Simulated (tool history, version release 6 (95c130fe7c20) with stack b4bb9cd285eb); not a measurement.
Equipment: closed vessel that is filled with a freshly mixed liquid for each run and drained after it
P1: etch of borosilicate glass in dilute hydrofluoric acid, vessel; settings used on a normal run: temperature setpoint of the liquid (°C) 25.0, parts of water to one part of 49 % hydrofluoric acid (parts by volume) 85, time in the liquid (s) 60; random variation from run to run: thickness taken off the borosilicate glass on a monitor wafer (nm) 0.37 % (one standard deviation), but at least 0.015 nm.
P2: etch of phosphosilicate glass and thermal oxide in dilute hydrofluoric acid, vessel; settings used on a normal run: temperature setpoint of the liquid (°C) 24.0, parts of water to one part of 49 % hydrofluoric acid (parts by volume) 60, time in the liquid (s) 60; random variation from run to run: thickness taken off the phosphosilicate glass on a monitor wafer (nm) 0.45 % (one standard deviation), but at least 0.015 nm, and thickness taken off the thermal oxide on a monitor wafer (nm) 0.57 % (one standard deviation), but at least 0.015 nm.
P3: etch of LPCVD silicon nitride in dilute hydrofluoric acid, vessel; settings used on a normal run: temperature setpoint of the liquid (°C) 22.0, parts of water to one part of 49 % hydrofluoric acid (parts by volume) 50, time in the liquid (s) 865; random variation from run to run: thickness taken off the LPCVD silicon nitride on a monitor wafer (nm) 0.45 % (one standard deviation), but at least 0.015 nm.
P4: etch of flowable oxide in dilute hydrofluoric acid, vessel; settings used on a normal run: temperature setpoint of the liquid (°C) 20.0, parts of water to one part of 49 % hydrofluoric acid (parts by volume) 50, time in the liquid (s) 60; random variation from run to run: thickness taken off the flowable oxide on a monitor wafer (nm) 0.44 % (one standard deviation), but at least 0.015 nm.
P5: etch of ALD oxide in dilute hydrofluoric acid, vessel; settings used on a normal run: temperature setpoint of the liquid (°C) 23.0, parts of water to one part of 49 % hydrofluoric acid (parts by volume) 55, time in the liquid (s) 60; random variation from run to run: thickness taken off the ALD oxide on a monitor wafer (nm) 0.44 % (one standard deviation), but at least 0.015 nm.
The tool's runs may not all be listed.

| run | hour | process that ran | temperature setpoint of the liquid (°C) | parts of water to one part of 49 % hydrofluoric acid (parts by volume) | time in the liquid (s) | hours since the thermometer was replaced | hours since the hydrofluoric acid flow meter was replaced | thickness taken off the borosilicate glass on a monitor wafer (nm) | thickness taken off the LPCVD silicon nitride on a monitor wafer (nm) | thickness taken off the flowable oxide on a monitor wafer (nm) | thickness taken off the ALD oxide on a monitor wafer (nm) | thickness taken off the phosphosilicate glass on a monitor wafer (nm) | thickness taken off the thermal oxide on a monitor wafer (nm) |
|---|---|---|---|---|---|---|---|---|---|---|---|---|---|
| 1 | 4.6 | P1 | 25.0 | 85 | 60 | 311.8 | 783.0 | 25.287 |  |  |  |  |  |
| 2 | 9.0 | P3 | 25.5 | 50 | 865 | 316.2 | 787.4 |  | 9.3902 |  |  |  |  |
| 3 | 15.8 | P4 | 20.0 | 50 | 60 | 323.0 | 794.2 |  |  | 31.748 |  |  |  |
| 4 | 21.1 | P1 | 25.0 | 85 | 60 | 328.3 | 799.5 | 25.313 |  |  |  |  |  |
| 5 | 26.4 | P5 | 23.0 | 55 | 60 | 333.6 | 804.8 |  |  |  | 27.157 |  |  |
| 6 | 32.5 | P1 | 18.0 | 125 | 60 | 339.7 | 810.9 | 12.255 |  |  |  |  |  |
| 7 | 35.8 | P1 | 25.0 | 85 | 60 | 343.0 | 814.2 | 25.422 |  |  |  |  |  |
| 8 | 42.1 | P2 | 24.0 | 60 | 60 | 349.3 | 820.5 |  |  |  |  | 129.130 | 4.4838 |
| 9 | 45.1 | P2 | 24.0 | 60 | 30 | 352.3 | 823.5 |  |  |  |  | 64.256 | 2.2379 |
| 10 | 51.8 | P1 | 25.0 | 85 | 60 | 359.0 | 830.2 | 25.170 |  |  |  |  |  |
| 11 | 55.4 | P4 | 20.0 | 50 | 60 | 362.6 | 833.8 |  |  | 31.697 |  |  |  |
| 12 | 59.1 | P1 | 25.0 | 85 | 30 | 366.3 | 837.5 | 12.681 |  |  |  |  |  |
| 13 | 65.2 | P1 | 25.0 | 50 | 115 | 372.4 | 843.6 | 86.088 |  |  |  |  |  |
| 14 | 70.0 | P2 | 24.0 | 60 | 60 | 377.2 | 848.4 |  |  |  |  | 128.190 | 4.4375 |
| 15 | 75.4 | P3 | 22.0 | 90 | 865 | 382.6 | 853.8 |  | 4.2015 |  |  |  |  |
| 16 | 82.3 | P1 | 25.0 | 85 | 105 | 389.5 | 860.7 | 44.135 |  |  |  |  |  |
| 17 | 87.6 | P4 | 17.0 | 50 | 60 | 394.8 | 866.0 |  |  | 27.858 |  |  |  |
| 18 | 93.3 | P1 | 31.0 | 85 | 60 | 400.5 | 871.7 | 31.737 |  |  |  |  |  |
| 19 | 96.5 | P5 | 23.0 | 55 | 110 | 403.7 | 874.9 |  |  |  | 50.032 |  |  |
| 20 | 101.9 | P4 | 20.0 | 20 | 60 | 409.1 | 880.3 |  |  | 81.806 |  |  |  |
| 21 | 108.7 | P5 | 23.0 | 85 | 60 | 415.9 | 887.1 |  |  |  | 16.985 |  |  |
| 22 | 114.2 | P1 | 25.0 | 150 | 60 | 421.4 | 892.6 | 13.190 |  |  |  |  |  |
| 23 | 118.0 | P5 | 28.0 | 55 | 60 | 425.2 | 896.4 |  |  |  | 33.011 |  |  |
| 24 | 123.8 | P1 | 25.0 | 110 | 95 | 431.0 | 902.2 | 29.943 |  |  |  |  |  |
| 25 | 129.9 | P1 | 25.0 | 85 | 60 | 437.1 | 908.3 | 25.286 |  |  |  |  |  |
| 26 | 135.6 | P1 | 25.0 | 85 | 60 | 442.8 | 914.0 | 25.463 |  |  |  |  |  |
| 27 | 142.6 | P2 | 24.0 | 95 | 60 | 449.8 | 921.0 |  |  |  |  | 77.190 | 2.6785 |
| 28 | 148.5 | P4 | 20.0 | 50 | 30 | 455.7 | 926.9 |  |  | 15.892 |  |  |  |
| 29 | 153.3 | P1 | 18.0 | 85 | 60 | 460.5 | 931.7 | 19.057 |  |  |  |  |  |
| 30 | 160.3 | P3 | 22.0 | 50 | 1245 | 467.5 | 938.7 |  | 10.7400 |  |  |  |  |
| 31 | 165.7 | P2 | 30.0 | 60 | 60 | 472.9 | 944.1 |  |  |  |  | 164.000 | 5.6585 |
| 32 | 172.0 | P1 | 25.0 | 40 | 60 | 479.2 | 950.4 | 57.086 |  |  |  |  |  |
| 33 | 175.1 | P3 | 22.0 | 50 | 865 | 482.3 | 953.5 |  | 7.4795 |  |  |  |  |
| 34 | 179.2 | P1 | 25.0 | 85 | 60 | 486.4 | 957.6 | 25.280 |  |  |  |  |  |
| 35 | 184.7 | P1 | 25.0 | 85 | 60 | 491.9 | 963.1 | 25.155 |  |  |  |  |  |
| 36 | 189.9 | P1 | 25.0 | 85 | 60 | 497.1 | 968.3 | 24.503 |  |  |  |  |  |
| 37 | 196.2 | P1 | 25.0 | 85 | 60 | 503.4 | 974.6 | 23.896 |  |  |  |  |  |
| 38 | 200.7 | P1 | 25.0 | 85 | 60 | 507.9 | 979.1 | 23.762 |  |  |  |  |  |
| 39 | 207.3 | P1 | 25.0 | 85 | 60 | 514.5 | 985.7 | 23.511 |  |  |  |  |  |
| 40 | 211.6 | P1 | 25.0 | 85 | 60 | 518.8 | 990.0 | 23.624 |  |  |  |  |  |
| 41 | 216.9 | P1 | 25.0 | 85 | 60 | 524.1 | 995.3 | 23.496 |  |  |  |  |  |
| 42 | 221.0 | P1 | 25.0 | 85 | 60 | 528.2 | 999.4 | 23.504 |  |  |  |  |  |

What P1 gives has crept away from where it was. These 2 causes fit the log equally well, each at the size given:
A: liquid colder than its thermometer reads (K) = 1.9
B: hydrofluoric acid flow below the setpoint (%) = 6.59
Onset of the creep was near hour 184.7.

Each of the 4 check runs below uses one wafer; its results are left as question marks. Which run tells the causes apart?
| check 1 | 225.1 | P5 | 23.0 | 55 | 60 |  |  |  |  |  | ? |  |  |
| check 2 | 225.1 | P4 | 20.0 | 50 | 60 |  |  |  |  | ? |  |  |  |
| check 3 | 225.1 | P3 | 22.0 | 50 | 865 |  |  |  | ? |  |  |  |  |
| check 4 | 225.1 | P2 | 24.0 | 60 | 60 |  |  |  |  |  |  | ? | ? |

What each check would give under each cause:
| check | result | if A | if B |
|---|---|---|---|
| check 1 | thickness taken off the ALD oxide on a monitor wafer (nm) | 25.112 | 25.262 |
| check 2 | thickness taken off the flowable oxide on a monitor wafer (nm) | 29.257 | 29.517 |
| check 3 | thickness taken off the LPCVD silicon nitride on a monitor wafer (nm) | 6.5245 | 6.9585 |
| check 4 | thickness taken off the phosphosilicate glass on a monitor wafer (nm) | 118.720 | 119.260 |
| check 4 | thickness taken off the thermal oxide on a monitor wafer (nm) | 4.1439 | 4.1627 |
Minimum pairwise separation of causes per check, each pair taken at its best-separating result: check 1 0.6 %; check 2 0.89 %; check 3 6.44 %; check 4 0.45 %
Only check 3 tells the causes apart: in the others they would give nearly the same result.

With check 3 done, the readings were: thickness taken off the LPCVD silicon nitride on a monitor wafer (nm) 6.5146. Identify which of the listed causes applies.

Of the candidate causes, it is A: liquid colder than its thermometer reads (K).

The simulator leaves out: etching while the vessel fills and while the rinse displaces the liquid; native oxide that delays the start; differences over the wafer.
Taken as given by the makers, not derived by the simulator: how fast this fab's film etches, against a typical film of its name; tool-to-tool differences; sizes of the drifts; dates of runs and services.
